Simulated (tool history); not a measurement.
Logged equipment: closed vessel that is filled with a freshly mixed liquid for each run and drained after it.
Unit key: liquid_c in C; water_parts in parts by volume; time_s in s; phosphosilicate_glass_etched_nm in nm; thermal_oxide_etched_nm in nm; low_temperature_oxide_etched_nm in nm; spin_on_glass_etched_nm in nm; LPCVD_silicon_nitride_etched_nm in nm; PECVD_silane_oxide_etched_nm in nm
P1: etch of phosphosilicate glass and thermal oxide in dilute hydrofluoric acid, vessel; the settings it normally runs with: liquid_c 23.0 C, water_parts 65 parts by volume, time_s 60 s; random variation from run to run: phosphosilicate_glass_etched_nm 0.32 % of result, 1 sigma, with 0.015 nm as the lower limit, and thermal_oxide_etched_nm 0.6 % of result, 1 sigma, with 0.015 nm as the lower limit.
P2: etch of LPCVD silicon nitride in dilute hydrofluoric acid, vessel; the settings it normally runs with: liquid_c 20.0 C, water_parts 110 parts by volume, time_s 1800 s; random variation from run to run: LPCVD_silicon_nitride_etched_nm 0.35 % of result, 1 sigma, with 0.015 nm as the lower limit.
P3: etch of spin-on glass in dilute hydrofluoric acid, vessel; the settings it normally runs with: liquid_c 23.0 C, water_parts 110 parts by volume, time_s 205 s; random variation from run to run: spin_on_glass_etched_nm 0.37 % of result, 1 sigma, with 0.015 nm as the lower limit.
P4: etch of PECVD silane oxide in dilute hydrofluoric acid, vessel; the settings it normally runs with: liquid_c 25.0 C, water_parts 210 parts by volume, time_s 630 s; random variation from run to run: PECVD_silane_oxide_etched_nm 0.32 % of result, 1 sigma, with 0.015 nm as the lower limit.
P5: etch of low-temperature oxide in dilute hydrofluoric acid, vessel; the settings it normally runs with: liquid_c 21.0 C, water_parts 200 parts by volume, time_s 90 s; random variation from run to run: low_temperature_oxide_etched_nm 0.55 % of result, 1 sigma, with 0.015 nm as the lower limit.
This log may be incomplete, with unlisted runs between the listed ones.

| run | hour | process | liquid_c | water_parts | time_s | phosphosilicate_glass_etched_nm | thermal_oxide_etched_nm | low_temperature_oxide_etched_nm | spin_on_glass_etched_nm | LPCVD_silicon_nitride_etched_nm | PECVD_silane_oxide_etched_nm |
|---|---|---|---|---|---|---|---|---|---|---|---|
| 1 | 4.0 | P1 | 23.0 | 65 | 60 | 111.540 | 4.5961 |  |  |  |  |
| 2 | 8.2 | P1 | 17.0 | 65 | 60 | 86.426 | 3.5758 |  |  |  |  |
| 3 | 11.3 | P1 | 23.0 | 40 | 60 | 187.100 | 7.8115 |  |  |  |  |
| 4 | 14.3 | P5 | 21.0 | 50 | 90 |  |  | 22.7730 |  |  |  |
| 5 | 16.6 | P3 | 23.0 | 110 | 110 |  |  |  | 27.966 |  |  |
| 6 | 20.2 | P5 | 17.0 | 200 | 90 |  |  | 4.1310 |  |  |  |
| 7 | 23.6 | P5 | 21.0 | 200 | 40 |  |  | 2.1196 |  |  |  |
| 8 | 27.3 | P2 | 20.0 | 180 | 1800 |  |  |  |  | 3.9003 |  |
| 9 | 31.8 | P1 | 30.5 | 65 | 60 | 149.880 | 6.1796 |  |  |  |  |
| 10 | 36.0 | P5 | 21.0 | 200 | 90 |  |  | 4.7777 |  |  |  |
| 11 | 39.8 | P1 | 23.0 | 65 | 60 | 111.060 | 4.6106 |  |  |  |  |
| 12 | 42.6 | P1 | 23.0 | 65 | 60 | 111.940 | 4.5748 |  |  |  |  |
| 13 | 46.4 | P1 | 23.0 | 65 | 120 | 222.930 | 9.3354 |  |  |  |  |
| 14 | 50.9 | P1 | 23.0 | 65 | 30 | 55.724 | 2.3178 |  |  |  |  |
| 15 | 55.3 | P3 | 23.0 | 110 | 205 |  |  |  | 51.618 |  |  |
| 16 | 58.9 | P3 | 23.0 | 110 | 205 |  |  |  | 51.827 |  |  |
| 17 | 61.5 | P4 | 31.0 | 210 | 630 |  |  |  |  |  | 50.6430 |
| 18 | 63.9 | P2 | 20.0 | 110 | 2845 |  |  |  |  | 9.8772 |  |
|  | 64.6 | hydrofluoric acid flow meter replaced |
| 19 | 65.9 | P1 | 29.5 | 40 | 60 | 243.730 | 10.1360 |  |  |  |  |
| 20 | 69.7 | P1 | 23.0 | 100 | 60 | 69.040 | 2.8638 |  |  |  |  |
| 21 | 72.4 | P4 | 25.0 | 210 | 85 |  |  |  |  |  | 5.5573 |
| 22 | 76.0 | P2 | 17.0 | 110 | 1800 |  |  |  |  | 5.1492 |  |
| 23 | 78.6 | P4 | 25.0 | 45 | 630 |  |  |  |  |  | 234.4800 |
| 24 | 83.1 | P1 | 23.0 | 65 | 60 | 111.420 | 4.6301 |  |  |  |  |
| 25 | 86.9 | P1 | 17.0 | 65 | 95 | 137.160 | 5.6259 |  |  |  |  |
| 26 | 88.9 | P1 | 23.0 | 65 | 60 | 111.980 | 4.5913 |  |  |  |  |
| 27 | 93.4 | P3 | 23.0 | 20 | 205 |  |  |  | 317.590 |  |  |
| 28 | 97.9 | P4 | 25.0 | 210 | 630 |  |  |  |  |  | 41.3810 |
| 29 | 102.2 | P3 | 30.5 | 110 | 205 |  |  |  | 68.935 |  |  |
| 30 | 105.2 | P2 | 20.0 | 110 | 1800 |  |  |  |  | 6.3267 |  |
| 31 | 109.7 | P4 | 25.0 | 210 | 630 |  |  |  |  |  | 41.2010 |
| 32 | 113.1 | P2 | 20.0 | 110 | 1800 |  |  |  |  | 6.3332 |  |
| 33 | 115.9 | P1 | 23.0 | 65 | 60 | 110.760 | 4.6089 |  |  |  |  |
| 34 | 118.1 | P1 | 23.0 | 65 | 60 | 114.840 | 4.7189 |  |  |  |  |
| 35 | 122.6 | P1 | 23.0 | 65 | 60 | 118.470 | 4.9186 |  |  |  |  |
| 36 | 124.6 | P1 | 23.0 | 65 | 60 | 119.280 | 4.9114 |  |  |  |  |
| 37 | 127.3 | P1 | 23.0 | 65 | 60 | 119.510 | 4.9108 |  |  |  |  |
| 38 | 130.5 | P1 | 23.0 | 65 | 60 | 120.320 | 4.9709 |  |  |  |  |
| 39 | 133.0 | P1 | 23.0 | 65 | 60 | 119.700 | 4.9837 |  |  |  |  |

The log shows P1 creeping away from where it was. Any of the 2 causes listed here, at the size stated for it, fits the log just as well as the others:
A: hydrofluoric acid flow above the setpoint (%) = 7.25
B: liquid hotter than its thermometer reads (K) = 1.86
The drift started at roughly hour 115.9.

Which of the 4 check runs listed below separates the causes, so that each cause would produce a clearly different result? Each run uses one wafer, and its results are marked with question marks.
| check 1 | 135.5 | P3 | 23.0 | 25 | 205 |  |  |  | ? |  |  |
| check 2 | 135.5 | P5 | 21.0 | 145 | 50 |  |  | ? |  |  |  |
| check 3 | 135.5 | P2 | 20.0 | 150 | 1800 |  |  |  |  | ? |  |
| check 4 | 135.5 | P4 | 25.0 | 45 | 375 |  |  |  |  |  | ? |

What each check would give under each cause:
| check | result | if A | if B |
|---|---|---|---|
| check 1 | spin_on_glass_etched_nm | 272.460 | 274.100 |
| check 2 | low_temperature_oxide_etched_nm | 4.2141 | 4.1818 |
| check 3 | LPCVD_silicon_nitride_etched_nm | 4.9776 | 5.2593 |
| check 4 | PECVD_silane_oxide_etched_nm | 150.0600 | 150.3000 |
Separation of the two closest causes in each check, using whichever result separates them best: check 1 0.6 %; check 2 0.77 %; check 3 5.51 %; check 4 0.16 %
The causes can be told apart only by check 3. The other checks would give nearly the same results under each of them.

Running check 3 produced the following: LPCVD_silicon_nitride_etched_nm 5.2805 nm. Which one of the listed causes fits?

The correct cause is B, namely: liquid hotter than its thermometer reads (K).
